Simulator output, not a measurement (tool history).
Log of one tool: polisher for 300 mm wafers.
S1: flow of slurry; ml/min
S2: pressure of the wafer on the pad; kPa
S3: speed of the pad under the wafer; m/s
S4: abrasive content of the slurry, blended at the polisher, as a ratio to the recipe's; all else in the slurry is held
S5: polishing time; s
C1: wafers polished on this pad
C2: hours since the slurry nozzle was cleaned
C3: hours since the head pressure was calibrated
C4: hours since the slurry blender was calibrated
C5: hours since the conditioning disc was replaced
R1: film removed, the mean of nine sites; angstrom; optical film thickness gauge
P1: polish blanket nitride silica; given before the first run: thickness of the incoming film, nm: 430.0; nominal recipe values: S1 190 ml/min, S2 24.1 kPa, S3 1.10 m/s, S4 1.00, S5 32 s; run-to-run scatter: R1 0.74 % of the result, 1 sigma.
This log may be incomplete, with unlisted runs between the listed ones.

run   hour   S1    S2    S3    S4  S5    C1     C2     C3     C4     C5       R1
  1    4.7  190  24.1  1.10  1.00  32   724  387.5  181.0  202.0   93.0  173.960
  2   10.2  190  24.1  1.10  0.55  32   812  393.0  186.5  207.5   98.5  125.090
      17.7  -- conditioning disc replaced and pad reconditioned
  3   18.1  190  24.1  1.10  1.00  32   938  400.9  194.4  215.4    0.5  174.820
  4   22.7  190  13.1  1.10  1.00  32  1012  405.5  199.0  220.0    5.1   95.023
  5   27.7  190  24.1  1.10  1.00  15  1092  410.5  204.0  225.0   10.1   81.320
  6   34.3  190  24.1  0.64  1.00  32  1197  417.1  210.6  231.6   16.7  113.180
  7   42.6  115  24.1  1.10  1.00  32  1330  425.4  218.9  239.9   25.0  158.860
  8   48.5  190  32.4  1.10  1.00  32  1424  431.3  224.8  245.8   30.9  236.390
  9   53.2  295  24.1  1.10  1.00  32  1500  436.0  229.5  250.5   35.6  181.770
 10   59.0  190  24.1  1.62  1.40  32  1592  441.8  235.3  256.3   41.4  271.750
 11   68.9  190  24.1  1.10  1.00  32  1751  451.7  245.2  266.2   51.3  176.210
 12   74.6  190  24.1  1.10  1.00  32  1842  457.4  250.9  271.9   57.0  174.360
 13   83.9  190  24.1  1.10  1.00  50  1990  466.7  260.2  281.2   66.3  271.690
 14   89.3  190  24.1  1.10  1.50  32  2077  472.1  265.6  286.6   71.7  204.720
 15   93.8  130  33.8  1.10  1.00  32  2149  476.6  270.1  291.1   76.2  227.850
 16  100.6  190  24.1  1.62  1.00  32  2257  483.4  276.9  297.9   83.0  237.540
 17  109.3  190  24.1  1.10  1.00  32  2396  492.1  285.6  306.6   91.7  174.020
 18  114.4  190  24.1  1.10  1.00  32  2478  497.2  290.7  311.7   96.8  175.160
 19  123.7  190  24.1  1.10  1.00  32  2627  506.5  300.0  321.0  106.1  174.270
 20  133.1  190  24.1  1.10  1.00  32  2777  515.9  309.4  330.4  115.5  165.540
 21  139.0  190  24.1  1.10  1.00  32  2871  521.8  315.3  336.3  121.4  164.380
 22  143.6  190  24.1  1.10  1.00  32  2945  526.4  319.9  340.9  126.0  161.870
 23  151.3  190  24.1  1.10  1.00  32  3068  534.1  327.6  348.6  133.7  159.210
     151.4  -- head pressure recalibrated
     153.1  -- slurry nozzle cleaned
     158.1  -- conditioning disc replaced and pad reconditioned
 24  160.5  190  24.1  1.10  1.00  32  3215    7.4    9.1  357.8    2.4  157.640
 25  166.0  190  24.1  1.10  1.00  32  3303   12.9   14.6  363.3    7.9  156.770
 26  171.5  190  24.1  1.10  1.00  32  3391   18.4   20.1  368.8   13.4  157.410

What P1 gives has crept away from where it was. These 2 causes fit the log equally well, each at the size given:
A: abrasive missing from the slurry, % = 18.8
B: removal rate lost through wear of the pad, % = 9.52
The onset of the drift is placed at about hour 123.7.
Why every other cause is out:
slurry flow missing at the pad, %: work on it at hour 153.1, done after the drift set in, did not restore what the process gave before
head's pressure below its setpoint, %: work on it at hour 151.4, done after the drift set in, did not restore what the process gave before
time polished since the conditioner stopped cutting, s: work on it at hour 158.1, done after the drift set in, did not restore what the process gave before

The 4 check runs listed below each average the results of 3 wafers, and their outcomes are marked with question marks. Under which run would the listed causes produce clearly different results?
check 1  177.0  190  24.1  1.52  1.00  46                       ?
check 2  177.0  115  24.1  1.10  1.00  32                       ?
check 3  177.0  235  24.1  1.10  0.55  32                       ?
check 4  177.0  190  24.1  0.86  1.00  32                       ?

Check results expected under each cause:
  check  result     if A     if B
check 1      R1  293.580  293.590
check 2      R1  144.210  144.210
check 3      R1  114.520  118.070
check 4      R1  129.490  129.500
Per check, the gap between the least separated pair of causes, taken in the result that splits them most: check 1 0 %; check 2 0 %; check 3 3.05 %; check 4 0 %
Only in check 3 would the causes give clearly different results; in the remaining checks their results would be nearly the same.

Running check 3 produced the following: R1 113.780 angstrom. Which one of the listed causes fits?

A is the cause: abrasive missing from the slurry, %.
